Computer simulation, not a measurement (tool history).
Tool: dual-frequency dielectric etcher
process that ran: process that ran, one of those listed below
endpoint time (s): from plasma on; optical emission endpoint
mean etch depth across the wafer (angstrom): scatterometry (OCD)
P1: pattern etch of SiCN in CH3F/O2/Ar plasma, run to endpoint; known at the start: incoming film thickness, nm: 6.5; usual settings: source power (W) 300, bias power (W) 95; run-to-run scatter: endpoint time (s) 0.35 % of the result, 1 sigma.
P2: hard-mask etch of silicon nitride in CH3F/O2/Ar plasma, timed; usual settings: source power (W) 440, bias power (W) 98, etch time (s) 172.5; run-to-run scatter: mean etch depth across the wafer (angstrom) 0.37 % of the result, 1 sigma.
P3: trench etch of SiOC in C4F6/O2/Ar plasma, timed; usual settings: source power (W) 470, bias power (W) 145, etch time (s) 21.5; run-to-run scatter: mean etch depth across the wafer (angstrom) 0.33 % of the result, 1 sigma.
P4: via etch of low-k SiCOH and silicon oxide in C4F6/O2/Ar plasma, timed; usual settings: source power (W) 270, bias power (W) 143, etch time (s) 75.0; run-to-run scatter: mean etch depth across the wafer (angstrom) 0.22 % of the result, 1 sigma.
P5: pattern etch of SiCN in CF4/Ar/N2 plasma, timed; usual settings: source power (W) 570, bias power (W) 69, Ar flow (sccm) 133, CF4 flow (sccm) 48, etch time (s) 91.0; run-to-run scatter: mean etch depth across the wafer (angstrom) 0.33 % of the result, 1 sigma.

run   hour  process that ran  source power (W)  bias power (W)  etch time (s)  Ar flow (sccm)  CF4 flow (sccm)  hours since the last wet clean  hours since the last source power generator calibration  hours since the last bias power generator calibration  endpoint time (s)  mean etch depth across the wafer (angstrom)
  1    5.1                P1               300              95                                                                            82.7                                                    285.3                                                  709.8             17.486
  2   10.4                P3               470             145           27.5                                                             88.0                                                    290.6                                                  715.1                                                          577.11
  3   14.1                P5               570              69           91.0             133               48                            91.7                                                    294.3                                                  718.8                                                          833.08
  4   18.3                P3               470             145           21.5                                                             95.9                                                    298.5                                                  723.0                                                          450.41
  5   25.2                P5               570              94           91.0             133               48                           102.8                                                    305.4                                                  729.9                                                          938.84
  6   29.2                P1               300              95                                                                           106.8                                                    309.4                                                  733.9             17.375
  7   34.5                P1               230              64                                                                           112.1                                                    314.7                                                  739.2             22.332
  8   38.7                P4               270             143           75.0                                                            116.3                                                    318.9                                                  743.4                                                         1701.50
  9   44.7                P3               650             145           21.5                                                            122.3                                                    324.9                                                  749.4                                                          512.46
 10   51.3                P1               300              95                                                                           128.9                                                    331.5                                                  756.0             17.440
 11   56.6                P4               270             143           51.5                                                            134.2                                                    336.8                                                  761.3                                                         1168.20
 12   60.1                P1               220              95                                                                           137.7                                                    340.3                                                  764.8             19.614
 13   64.9                P5               570              69           91.0             133               48                           142.5                                                    345.1                                                  769.6                                                          832.68
 14   71.3                P1               390             129                                                                           148.9                                                    351.5                                                  776.0             13.991
 15   78.9                P1               300              95                                                                           156.5                                                    359.1                                                  783.6             17.433
 16   85.5                P1               180             116                                                                           163.1                                                    365.7                                                  790.2             19.347
 17   90.1                P1               300              67                                                                           167.7                                                    370.3                                                  794.8             19.842
 18   97.4                P5               570              69           91.0             133               35                           175.0                                                    377.6                                                  802.1                                                          788.12
     104.2  -- wet clean of the chamber
 19  105.4                P1               300             116                                                                             1.3                                                    385.6                                                  810.1             16.132
 20  111.1                P2               440              69          172.5                                                              7.0                                                    391.3                                                  815.8                                                         1268.10
 21  115.5                P5               570              69           91.0             171               48                            11.4                                                    395.7                                                  820.2                                                          798.27
 22  120.3                P3               470              98           21.5                                                             16.2                                                    400.5                                                  825.0                                                          405.21
 23  124.0                P4               170             143           75.0                                                             19.9                                                    404.2                                                  828.7                                                         1416.10
 24  131.0                P4               270             116           75.0                                                             26.9                                                    411.2                                                  835.7                                                         1599.60

Run 25 comes next. What will it give?
 25  136.0                P3               470             145           21.5                                                             31.9                                                    416.2                                                  840.7                                                               ?

Run 25 gave mean etch depth across the wafer (angstrom) 451.72.

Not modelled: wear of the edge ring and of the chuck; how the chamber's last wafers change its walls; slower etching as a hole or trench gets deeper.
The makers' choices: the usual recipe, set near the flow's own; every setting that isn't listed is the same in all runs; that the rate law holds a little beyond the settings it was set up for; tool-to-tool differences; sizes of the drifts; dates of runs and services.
